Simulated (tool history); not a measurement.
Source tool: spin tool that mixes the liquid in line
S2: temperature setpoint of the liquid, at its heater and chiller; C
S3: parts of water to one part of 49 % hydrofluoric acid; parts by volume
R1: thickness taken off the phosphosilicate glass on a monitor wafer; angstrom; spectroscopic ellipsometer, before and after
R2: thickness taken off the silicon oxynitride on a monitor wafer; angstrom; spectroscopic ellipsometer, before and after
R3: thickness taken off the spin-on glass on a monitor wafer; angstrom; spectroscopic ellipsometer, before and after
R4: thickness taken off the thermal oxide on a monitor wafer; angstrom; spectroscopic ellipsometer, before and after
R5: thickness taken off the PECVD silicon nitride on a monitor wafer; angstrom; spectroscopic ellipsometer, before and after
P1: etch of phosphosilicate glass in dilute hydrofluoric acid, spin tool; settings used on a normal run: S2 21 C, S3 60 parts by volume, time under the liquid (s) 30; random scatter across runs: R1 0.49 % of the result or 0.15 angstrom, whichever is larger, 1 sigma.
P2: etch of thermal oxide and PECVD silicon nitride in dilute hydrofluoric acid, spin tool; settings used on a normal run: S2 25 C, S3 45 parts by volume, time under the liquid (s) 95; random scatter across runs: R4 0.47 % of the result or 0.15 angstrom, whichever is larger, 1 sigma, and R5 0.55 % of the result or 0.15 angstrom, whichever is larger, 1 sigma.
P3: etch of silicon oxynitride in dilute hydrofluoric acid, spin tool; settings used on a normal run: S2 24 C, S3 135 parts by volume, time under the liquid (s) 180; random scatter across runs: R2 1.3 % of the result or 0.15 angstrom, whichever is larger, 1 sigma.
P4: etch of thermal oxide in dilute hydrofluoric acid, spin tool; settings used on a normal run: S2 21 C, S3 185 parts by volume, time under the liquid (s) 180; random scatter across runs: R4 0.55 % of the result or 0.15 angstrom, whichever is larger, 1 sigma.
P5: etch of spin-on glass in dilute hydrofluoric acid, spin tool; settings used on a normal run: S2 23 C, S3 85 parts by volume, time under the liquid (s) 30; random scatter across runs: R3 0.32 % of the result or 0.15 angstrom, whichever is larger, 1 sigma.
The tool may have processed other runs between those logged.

run 1 hour=8.6 | process_that_ran=P1 S2=21 S3=60 time_under_the_liquid_(s)=30 | R1=300.69
run 2 hour=16.5 | process_that_ran=P3 S2=24 S3=135 time_under_the_liquid_(s)=35 | R2=3.6902
run 3 hour=23.4 | process_that_ran=P1 S2=21 S3=60 time_under_the_liquid_(s)=15 | R1=150.56
run 4 hour=37.3 | process_that_ran=P5 S2=23 S3=85 time_under_the_liquid_(s)=30 | R3=186.32
run 5 hour=45.5 | process_that_ran=P4 S2=29 S3=185 time_under_the_liquid_(s)=180 | R4=49.562
run 6 hour=51.9 | process_that_ran=P4 S2=21 S3=185 time_under_the_liquid_(s)=180 | R4=36.991
run 7 hour=62.1 | process_that_ran=P4 S2=21 S3=185 time_under_the_liquid_(s)=35 | R4=7.351
-- hour=66.2 thermometer replaced
run 8 hour=75.1 | process_that_ran=P5 S2=23 S3=35 time_under_the_liquid_(s)=30 | R3=484.64
run 9 hour=87.5 | process_that_ran=P2 S2=25 S3=45 time_under_the_liquid_(s)=140 | R4=159.77 R5=56.225
run 10 hour=95.2 | process_that_ran=P1 S2=21 S3=60 time_under_the_liquid_(s)=30 | R1=300.69
run 11 hour=104 | process_that_ran=P2 S2=20.5 S3=45 time_under_the_liquid_(s)=95 | R4=91.764 R5=27.45
run 12 hour=116.3 | process_that_ran=P1 S2=17 S3=60 time_under_the_liquid_(s)=30 | R1=253.66
run 13 hour=124.5 | process_that_ran=P1 S2=21 S3=60 time_under_the_liquid_(s)=30 | R1=301.5
run 14 hour=134.8 | process_that_ran=P1 S2=21 S3=20 time_under_the_liquid_(s)=30 | R1=940.37
run 15 hour=147.3 | process_that_ran=P2 S2=25 S3=45 time_under_the_liquid_(s)=95 | R4=108.69 R5=37.611
run 16 hour=158.2 | process_that_ran=P1 S2=21 S3=60 time_under_the_liquid_(s)=55 | R1=552.66
run 17 hour=169.3 | process_that_ran=P1 S2=21 S3=60 time_under_the_liquid_(s)=30 | R1=302.17
run 18 hour=177.5 | process_that_ran=P1 S2=25.5 S3=60 time_under_the_liquid_(s)=30 | R1=363.28
run 19 hour=187.3 | process_that_ran=P4 S2=21 S3=185 time_under_the_liquid_(s)=180 | R4=37.326
run 20 hour=201.1 | process_that_ran=P3 S2=24 S3=135 time_under_the_liquid_(s)=180 | R2=18.087
run 21 hour=209.9 | process_that_ran=P3 S2=24 S3=85 time_under_the_liquid_(s)=180 | R2=30.306
run 22 hour=218.4 | process_that_ran=P1 S2=28.5 S3=60 time_under_the_liquid_(s)=55 | R1=747.03
run 23 hour=225.1 | process_that_ran=P5 S2=23 S3=85 time_under_the_liquid_(s)=15 | R3=93.938
run 24 hour=235.8 | process_that_ran=P5 S2=30 S3=85 time_under_the_liquid_(s)=30 | R3=247.32
run 25 hour=246.1 | process_that_ran=P2 S2=25 S3=25 time_under_the_liquid_(s)=95 | R4=203.24 R5=66.885
run 26 hour=254.9 | process_that_ran=P4 S2=21 S3=65 time_under_the_liquid_(s)=180 | R4=119.97
run 27 hour=268.4 | process_that_ran=P3 S2=18.5 S3=135 time_under_the_liquid_(s)=180 | R2=13.951
run 28 hour=281.4 | process_that_ran=P1 S2=21 S3=60 time_under_the_liquid_(s)=30 | R1=302.06
run 29 hour=289 | process_that_ran=P1 S2=21 S3=100 time_under_the_liquid_(s)=30 | R1=171.89
run 30 hour=301.1 | process_that_ran=P1 S2=21 S3=60 time_under_the_liquid_(s)=30 | R1=299.39
run 31 hour=313.3 | process_that_ran=P1 S2=21 S3=60 time_under_the_liquid_(s)=30 | R1=285.42
run 32 hour=325.5 | process_that_ran=P1 S2=21 S3=60 time_under_the_liquid_(s)=30 | R1=279.76
run 33 hour=339.3 | process_that_ran=P1 S2=21 S3=60 time_under_the_liquid_(s)=30 | R1=276.9
run 34 hour=348.5 | process_that_ran=P1 S2=21 S3=60 time_under_the_liquid_(s)=30 | R1=274.73
run 35 hour=362.1 | process_that_ran=P1 S2=21 S3=60 time_under_the_liquid_(s)=30 | R1=273.64
run 36 hour=372.9 | process_that_ran=P1 S2=21 S3=60 time_under_the_liquid_(s)=30 | R1=272.48

P1 no longer gives what it gave before; its output has crept away from where it was. The following 2 causes, each at its listed size, fit the log equally well:
A: liquid colder than its thermometer reads (K) = 2.25
B: hydrofluoric acid flow below the setpoint (%) = 8.42
Onset of the creep was near hour 301.1.

Question marks stand in for the results of the 4 check runs listed below, each run on one wafer. Under which run would the listed causes show clearly different results?
run check 1 hour=383.7 | process_that_ran=P5 S2=23 S3=85 time_under_the_liquid_(s)=30 | R3=?
run check 2 hour=383.7 | process_that_ran=P3 S2=24 S3=135 time_under_the_liquid_(s)=180 | R2=?
run check 3 hour=383.7 | process_that_ran=P4 S2=21 S3=185 time_under_the_liquid_(s)=180 | R4=?
run check 4 hour=383.7 | process_that_ran=P2 S2=25 S3=45 time_under_the_liquid_(s)=95 | R4=? R5=?

Check results expected under each cause:
check=check_1 result=R3 if_A=170.96 if_B=169.98
check=check_2 result=R2 if_A=16.48 if_B=16.601
check=check_3 result=R4 if_A=33.931 if_B=33.346
check=check_4 result=R4 if_A=99.8 if_B=99.74
check=check_4 result=R5 if_A=32.391 if_B=34.604
Per-check spread between the two closest causes, in the result where they differ most: check 1 0.57 %; check 2 0.73 %; check 3 1.74 %; check 4 6.61 %
The causes can be told apart only by check 4. The other checks would give nearly the same results under each of them.

Here is what check 4 returned: R4 100.16 angstrom; R5 32.513 angstrom. Which cause is it?

It was cause A: liquid colder than its thermometer reads (K).

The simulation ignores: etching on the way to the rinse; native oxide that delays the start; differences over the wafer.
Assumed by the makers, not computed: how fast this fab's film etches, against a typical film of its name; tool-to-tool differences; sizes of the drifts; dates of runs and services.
